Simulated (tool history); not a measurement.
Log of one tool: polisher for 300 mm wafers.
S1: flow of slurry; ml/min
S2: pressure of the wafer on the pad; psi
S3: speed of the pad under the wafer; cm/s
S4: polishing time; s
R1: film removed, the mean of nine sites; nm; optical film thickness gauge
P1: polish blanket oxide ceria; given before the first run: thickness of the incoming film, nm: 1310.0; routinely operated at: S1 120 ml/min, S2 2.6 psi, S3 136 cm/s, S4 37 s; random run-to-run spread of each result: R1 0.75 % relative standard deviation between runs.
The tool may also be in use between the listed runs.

| run | hour | S1 | S2 | S3 | S4 | R1 |
|---|---|---|---|---|---|---|
| 1 | 4.8 | 120 | 2.6 | 136 | 37 | 183.96 |
| 2 | 9.9 | 120 | 4.1 | 136 | 37 | 286.53 |
| 3 | 14.9 | 70 | 2.6 | 136 | 37 | 160.32 |
| 4 | 19.8 | 120 | 2.6 | 136 | 37 | 183.28 |
| 5 | 24.6 | 120 | 2.6 | 136 | 37 | 183.86 |
| 6 | 32.2 | 120 | 2.6 | 136 | 37 | 184.52 |
| 7 | 35.9 | 185 | 2.6 | 136 | 37 | 196.19 |
| 8 | 39.7 | 120 | 1.9 | 62 | 37 | 61.781 |
| 9 | 45.7 | 120 | 2.6 | 62 | 37 | 83.776 |
| 10 | 49.8 | 120 | 2.6 | 136 | 46 | 225.88 |
| 11 | 57.2 | 120 | 3.5 | 86 | 37 | 155.16 |
| 12 | 62.8 | 120 | 1.9 | 136 | 37 | 135.62 |
| 13 | 70.1 | 175 | 2.6 | 136 | 49 | 255.17 |
| 14 | 75.3 | 120 | 2.6 | 172 | 37 | 231.18 |
| 15 | 82.8 | 120 | 2.6 | 136 | 18 | 89.757 |

Estimate the outcome of run 16 from the log above:
| 16 | 89.9 | 120 | 2.6 | 136 | 37 | ? |

Run 16 came out at R1 182.47 nm.

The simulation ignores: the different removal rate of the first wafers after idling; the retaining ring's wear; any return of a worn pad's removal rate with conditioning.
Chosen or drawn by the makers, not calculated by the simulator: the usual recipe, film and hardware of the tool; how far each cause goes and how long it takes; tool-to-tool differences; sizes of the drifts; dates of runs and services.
